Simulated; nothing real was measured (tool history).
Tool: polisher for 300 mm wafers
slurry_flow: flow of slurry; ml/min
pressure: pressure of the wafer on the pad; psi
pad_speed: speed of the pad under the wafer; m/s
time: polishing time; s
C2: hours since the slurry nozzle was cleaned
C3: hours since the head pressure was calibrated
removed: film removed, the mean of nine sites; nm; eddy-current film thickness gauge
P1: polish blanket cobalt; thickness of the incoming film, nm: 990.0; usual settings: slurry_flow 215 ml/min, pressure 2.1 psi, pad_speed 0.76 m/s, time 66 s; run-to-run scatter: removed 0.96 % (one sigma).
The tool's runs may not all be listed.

run 1 hour=10.0 | slurry_flow=215 pressure=2.1 pad_speed=0.76 time=66 | wafers_polished_on_this_pad=355 C2=192.7 C3=289.0 | removed=312.01
run 2 hour=19.8 | slurry_flow=215 pressure=2.1 pad_speed=1.06 time=49 | wafers_polished_on_this_pad=454 C2=202.5 C3=298.8 | removed=328.69
run 3 hour=33.7 | slurry_flow=215 pressure=2.1 pad_speed=0.40 time=87 | wafers_polished_on_this_pad=595 C2=216.4 C3=312.7 | removed=219.06
run 4 hour=43.1 | slurry_flow=215 pressure=3.1 pad_speed=0.76 time=66 | wafers_polished_on_this_pad=690 C2=225.8 C3=322.1 | removed=462.74
run 5 hour=56.4 | slurry_flow=130 pressure=2.1 pad_speed=0.76 time=66 | wafers_polished_on_this_pad=824 C2=239.1 C3=335.4 | removed=290.98
run 6 hour=63.3 | slurry_flow=215 pressure=2.1 pad_speed=0.34 time=66 | wafers_polished_on_this_pad=894 C2=246.0 C3=342.3 | removed=140.18
run 7 hour=69.6 | slurry_flow=335 pressure=2.1 pad_speed=0.76 time=66 | wafers_polished_on_this_pad=957 C2=252.3 C3=348.6 | removed=328.12
run 8 hour=82.6 | slurry_flow=215 pressure=1.1 pad_speed=0.76 time=66 | wafers_polished_on_this_pad=1089 C2=265.3 C3=361.6 | removed=162.92
run 9 hour=96.0 | slurry_flow=215 pressure=2.1 pad_speed=0.76 time=66 | wafers_polished_on_this_pad=1224 C2=278.7 C3=375.0 | removed=316.10
run 10 hour=106.9 | slurry_flow=215 pressure=2.1 pad_speed=1.20 time=66 | wafers_polished_on_this_pad=1334 C2=289.6 C3=385.9 | removed=487.84
run 11 hour=119.5 | slurry_flow=215 pressure=2.1 pad_speed=0.76 time=89 | wafers_polished_on_this_pad=1461 C2=302.2 C3=398.5 | removed=434.02
run 12 hour=130.9 | slurry_flow=215 pressure=2.1 pad_speed=0.76 time=39 | wafers_polished_on_this_pad=1576 C2=313.6 C3=409.9 | removed=185.69
run 13 hour=138.8 | slurry_flow=215 pressure=3.2 pad_speed=1.04 time=66 | wafers_polished_on_this_pad=1656 C2=321.5 C3=417.8 | removed=664.35
run 14 hour=145.9 | slurry_flow=215 pressure=2.1 pad_speed=0.76 time=66 | wafers_polished_on_this_pad=1728 C2=328.6 C3=424.9 | removed=311.31
run 15 hour=160.3 | slurry_flow=215 pressure=2.1 pad_speed=0.76 time=66 | wafers_polished_on_this_pad=1873 C2=343.0 C3=439.3 | removed=319.24
run 16 hour=173.4 | slurry_flow=215 pressure=2.1 pad_speed=0.76 time=66 | wafers_polished_on_this_pad=2005 C2=356.1 C3=452.4 | removed=310.22
run 17 hour=186.7 | slurry_flow=215 pressure=2.1 pad_speed=0.76 time=66 | wafers_polished_on_this_pad=2140 C2=369.4 C3=465.7 | removed=307.53
run 18 hour=198.6 | slurry_flow=215 pressure=2.1 pad_speed=0.76 time=66 | wafers_polished_on_this_pad=2260 C2=381.3 C3=477.6 | removed=303.38
run 19 hour=205.0 | slurry_flow=215 pressure=2.1 pad_speed=0.76 time=66 | wafers_polished_on_this_pad=2325 C2=387.7 C3=484.0 | removed=299.32
-- hour=213.2 head pressure recalibrated
run 20 hour=215.4 | slurry_flow=215 pressure=2.1 pad_speed=0.76 time=66 | wafers_polished_on_this_pad=2430 C2=398.1 C3=2.2 | removed=301.34
run 21 hour=225.4 | slurry_flow=215 pressure=2.1 pad_speed=0.76 time=66 | wafers_polished_on_this_pad=2531 C2=408.1 C3=12.2 | removed=297.98
run 22 hour=234.9 | slurry_flow=215 pressure=2.1 pad_speed=0.76 time=66 | wafers_polished_on_this_pad=2626 C2=417.6 C3=21.7 | removed=289.93
run 23 hour=241.5 | slurry_flow=215 pressure=2.1 pad_speed=0.76 time=66 | wafers_polished_on_this_pad=2693 C2=424.2 C3=28.3 | removed=291.21
run 24 hour=249.1 | slurry_flow=215 pressure=2.1 pad_speed=0.76 time=66 | wafers_polished_on_this_pad=2770 C2=431.8 C3=35.9 | removed=287.23
run 25 hour=259.1 | slurry_flow=215 pressure=2.1 pad_speed=0.76 time=66 | wafers_polished_on_this_pad=2871 C2=441.8 C3=45.9 | removed=293.92
run 26 hour=269.2 | slurry_flow=215 pressure=2.1 pad_speed=0.76 time=66 | wafers_polished_on_this_pad=2973 C2=451.9 C3=56.0 | removed=294.98

What P1 gives has crept away from where it was. These 2 causes fit the log equally well, each at the size given:
A: slurry flow missing at the pad, % = 39.9
B: removal rate lost through wear of the pad, % = 7.8
The creep began at about hour 173.4.
Why every other cause is out:
head's pressure below its setpoint, %: serviced at hour 213.2, which brought nothing back

4 check runs are offered, each on 3 wafers whose results are averaged, their results left as question marks. Which one tells the causes apart?
run check 1 hour=279.3 | slurry_flow=215 pressure=3.0 pad_speed=0.76 time=66 | removed=?
run check 2 hour=279.3 | slurry_flow=215 pressure=2.7 pad_speed=0.38 time=66 | removed=?
run check 3 hour=279.3 | slurry_flow=215 pressure=2.1 pad_speed=1.08 time=83 | removed=?
run check 4 hour=279.3 | slurry_flow=130 pressure=2.1 pad_speed=0.76 time=66 | removed=?

What each check would give under each cause:
check=check_1 result=removed if_A=416.23 if_B=416.17
check=check_2 result=removed if_A=187.30 if_B=187.28
check=check_3 result=removed if_A=520.68 if_B=520.61
check=check_4 result=removed if_A=256.70 if_B=268.96
How far apart the two closest causes lie, in the result that separates them most: check 1 0.01 %; check 2 0.01 %; check 3 0.01 %; check 4 4.66 %
Check 4 tells the causes apart: in the others they would give nearly the same result.

Then check 4 was run and gave: removed 256.42 nm. Which cause is it?

It is A: slurry flow missing at the pad, %.
